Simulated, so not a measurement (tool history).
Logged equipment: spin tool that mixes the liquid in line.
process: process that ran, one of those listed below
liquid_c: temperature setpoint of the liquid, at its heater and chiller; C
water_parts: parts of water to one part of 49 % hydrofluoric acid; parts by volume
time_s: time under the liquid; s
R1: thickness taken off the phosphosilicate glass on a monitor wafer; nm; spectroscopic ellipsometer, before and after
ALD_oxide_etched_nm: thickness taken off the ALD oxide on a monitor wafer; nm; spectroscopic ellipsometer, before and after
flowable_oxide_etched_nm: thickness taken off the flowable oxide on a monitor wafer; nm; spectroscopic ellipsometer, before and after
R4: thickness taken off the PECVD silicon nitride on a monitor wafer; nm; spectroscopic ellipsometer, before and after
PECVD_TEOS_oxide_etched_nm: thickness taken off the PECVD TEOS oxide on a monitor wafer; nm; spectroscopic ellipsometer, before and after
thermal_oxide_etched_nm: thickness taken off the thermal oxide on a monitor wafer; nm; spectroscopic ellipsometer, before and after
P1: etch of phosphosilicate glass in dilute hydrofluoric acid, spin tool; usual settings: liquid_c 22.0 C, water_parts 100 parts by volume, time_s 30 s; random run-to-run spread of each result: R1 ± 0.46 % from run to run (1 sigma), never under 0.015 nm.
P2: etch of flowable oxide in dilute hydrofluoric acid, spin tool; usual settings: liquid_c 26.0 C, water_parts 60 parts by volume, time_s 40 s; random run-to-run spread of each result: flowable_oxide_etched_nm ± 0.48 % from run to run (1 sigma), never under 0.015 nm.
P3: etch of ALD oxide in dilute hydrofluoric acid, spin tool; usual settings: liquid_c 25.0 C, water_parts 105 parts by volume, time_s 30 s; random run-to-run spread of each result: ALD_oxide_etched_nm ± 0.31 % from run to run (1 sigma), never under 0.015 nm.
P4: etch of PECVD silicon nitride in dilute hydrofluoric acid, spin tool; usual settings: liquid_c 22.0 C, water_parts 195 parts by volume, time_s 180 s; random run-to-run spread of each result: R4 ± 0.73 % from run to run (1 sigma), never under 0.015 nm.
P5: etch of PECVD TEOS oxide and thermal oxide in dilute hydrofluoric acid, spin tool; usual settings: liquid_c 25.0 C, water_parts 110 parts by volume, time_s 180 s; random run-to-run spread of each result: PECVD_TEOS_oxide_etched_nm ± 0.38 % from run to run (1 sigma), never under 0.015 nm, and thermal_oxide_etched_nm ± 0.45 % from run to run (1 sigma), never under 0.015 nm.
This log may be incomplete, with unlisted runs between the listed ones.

run 1 hour=12.1 | process=P1 liquid_c=22.0 water_parts=100 time_s=30 | R1=27.100
run 2 hour=27.8 | process=P3 liquid_c=25.0 water_parts=105 time_s=15 | ALD_oxide_etched_nm=3.9873
run 3 hour=43.0 | process=P1 liquid_c=22.0 water_parts=100 time_s=30 | R1=27.001
run 4 hour=57.9 | process=P2 liquid_c=26.0 water_parts=20 time_s=40 | flowable_oxide_etched_nm=85.1220
run 5 hour=73.0 | process=P4 liquid_c=22.0 water_parts=195 time_s=80 | R4=1.2962
run 6 hour=84.1 | process=P3 liquid_c=30.0 water_parts=105 time_s=30 | ALD_oxide_etched_nm=9.7091
run 7 hour=96.5 | process=P1 liquid_c=17.0 water_parts=100 time_s=30 | R1=21.916
run 8 hour=104.9 | process=P1 liquid_c=22.0 water_parts=100 time_s=15 | R1=13.316
run 9 hour=112.5 | process=P4 liquid_c=22.0 water_parts=110 time_s=180 | R4=5.1315
run 10 hour=120.5 | process=P1 liquid_c=25.5 water_parts=165 time_s=30 | R1=17.304
run 11 hour=131.7 | process=P1 liquid_c=18.5 water_parts=45 time_s=30 | R1=54.422
run 12 hour=140.0 | process=P1 liquid_c=22.0 water_parts=100 time_s=30 | R1=26.754
run 13 hour=153.7 | process=P5 liquid_c=19.0 water_parts=110 time_s=180 | PECVD_TEOS_oxide_etched_nm=15.9580 thermal_oxide_etched_nm=6.09490
run 14 hour=162.5 | process=P2 liquid_c=26.0 water_parts=60 time_s=40 | flowable_oxide_etched_nm=26.5930
run 15 hour=177.4 | process=P5 liquid_c=25.0 water_parts=110 time_s=15 | PECVD_TEOS_oxide_etched_nm=1.6929 thermal_oxide_etched_nm=0.67021
run 16 hour=188.3 | process=P4 liquid_c=22.0 water_parts=195 time_s=180 | R4=2.9852
run 17 hour=202.1 | process=P1 liquid_c=22.0 water_parts=30 time_s=45 | R1=145.520
run 18 hour=217.6 | process=P1 liquid_c=22.0 water_parts=100 time_s=30 | R1=26.880
run 19 hour=228.3 | process=P5 liquid_c=25.0 water_parts=110 time_s=180 | PECVD_TEOS_oxide_etched_nm=20.3730 thermal_oxide_etched_nm=7.79090
run 20 hour=241.2 | process=P1 liquid_c=22.0 water_parts=100 time_s=60 | R1=53.586
run 21 hour=255.4 | process=P1 liquid_c=22.0 water_parts=170 time_s=30 | R1=14.559
run 22 hour=267.8 | process=P2 liquid_c=26.0 water_parts=60 time_s=15 | flowable_oxide_etched_nm=9.9634
run 23 hour=281.2 | process=P1 liquid_c=22.0 water_parts=100 time_s=30 | R1=26.874
run 24 hour=294.7 | process=P3 liquid_c=25.0 water_parts=105 time_s=30 | ALD_oxide_etched_nm=8.0845
run 25 hour=302.5 | process=P4 liquid_c=30.0 water_parts=195 time_s=180 | R4=4.8336
run 26 hour=318.3 | process=P1 liquid_c=26.5 water_parts=100 time_s=30 | R1=31.970
run 27 hour=327.6 | process=P5 liquid_c=25.0 water_parts=180 time_s=180 | PECVD_TEOS_oxide_etched_nm=11.4520 thermal_oxide_etched_nm=4.38400
run 28 hour=342.9 | process=P1 liquid_c=22.0 water_parts=100 time_s=30 | R1=26.834
run 29 hour=349.8 | process=P3 liquid_c=25.0 water_parts=40 time_s=30 | ALD_oxide_etched_nm=23.0060
run 30 hour=361.2 | process=P2 liquid_c=19.5 water_parts=60 time_s=40 | flowable_oxide_etched_nm=20.3610
run 31 hour=368.7 | process=P3 liquid_c=25.0 water_parts=105 time_s=30 | ALD_oxide_etched_nm=8.0449
run 32 hour=377.8 | process=P1 liquid_c=22.0 water_parts=40 time_s=30 | R1=72.747
run 33 hour=386.6 | process=P1 liquid_c=22.0 water_parts=100 time_s=30 | R1=26.730
run 34 hour=394.8 | process=P1 liquid_c=22.0 water_parts=100 time_s=30 | R1=26.300
run 35 hour=410.3 | process=P1 liquid_c=22.0 water_parts=100 time_s=30 | R1=25.382
run 36 hour=418.7 | process=P1 liquid_c=22.0 water_parts=100 time_s=30 | R1=25.196
run 37 hour=428.7 | process=P1 liquid_c=22.0 water_parts=100 time_s=30 | R1=25.216
run 38 hour=442.5 | process=P1 liquid_c=22.0 water_parts=100 time_s=30 | R1=24.957
run 39 hour=453.2 | process=P1 liquid_c=22.0 water_parts=100 time_s=30 | R1=24.756
run 40 hour=463.8 | process=P1 liquid_c=22.0 water_parts=100 time_s=30 | R1=24.460
run 41 hour=472.9 | process=P1 liquid_c=22.0 water_parts=100 time_s=30 | R1=24.636
run 42 hour=482.8 | process=P1 liquid_c=22.0 water_parts=100 time_s=30 | R1=24.593
run 43 hour=491.9 | process=P1 liquid_c=22.0 water_parts=100 time_s=30 | R1=24.684
run 44 hour=503.9 | process=P1 liquid_c=22.0 water_parts=100 time_s=30 | R1=24.457

The log shows P1 creeping away from where it was. Any of the 2 causes listed here, at the size stated for it, fits the log just as well as the others:
A: hydrofluoric acid flow below the setpoint (%) = 7.8
B: liquid colder than its thermometer reads (K) = 2.24
The creep began at about hour 386.6.

Which of the 4 check runs listed below separates the causes, so that each cause would produce a clearly different result? Each run uses one wafer, and its results are marked with question marks.
run check 1 hour=515.9 | process=P5 liquid_c=20.0 water_parts=110 time_s=15 | PECVD_TEOS_oxide_etched_nm=? thermal_oxide_etched_nm=?
run check 2 hour=515.9 | process=P3 liquid_c=29.0 water_parts=60 time_s=30 | ALD_oxide_etched_nm=?
run check 3 hour=515.9 | process=P2 liquid_c=21.5 water_parts=60 time_s=15 | flowable_oxide_etched_nm=?
run check 4 hour=515.9 | process=P4 liquid_c=28.0 water_parts=135 time_s=180 | R4=?

What every check run would give for each of its results, assuming each possible cause in turn:
check=check_1 result=PECVD_TEOS_oxide_etched_nm if_A=1.2682 if_B=1.2670
check=check_1 result=thermal_oxide_etched_nm if_A=0.48448 if_B=0.48403
check=check_2 result=ALD_oxide_etched_nm if_A=15.9830 if_B=15.9850
check=check_3 result=flowable_oxide_etched_nm if_A=7.6021 if_B=7.5514
check=check_4 result=R4 if_A=5.7491 if_B=5.4128
How far apart the two closest causes lie, in the result that separates them most: check 1 0.09 %; check 2 0.01 %; check 3 0.67 %; check 4 6.03 %
Check 4 tells the causes apart: in the others they would give nearly the same result.

The results of check 4 are: R4 5.4027 nm. Based on these, which of the listed causes is it?

It is B: liquid colder than its thermometer reads (K).

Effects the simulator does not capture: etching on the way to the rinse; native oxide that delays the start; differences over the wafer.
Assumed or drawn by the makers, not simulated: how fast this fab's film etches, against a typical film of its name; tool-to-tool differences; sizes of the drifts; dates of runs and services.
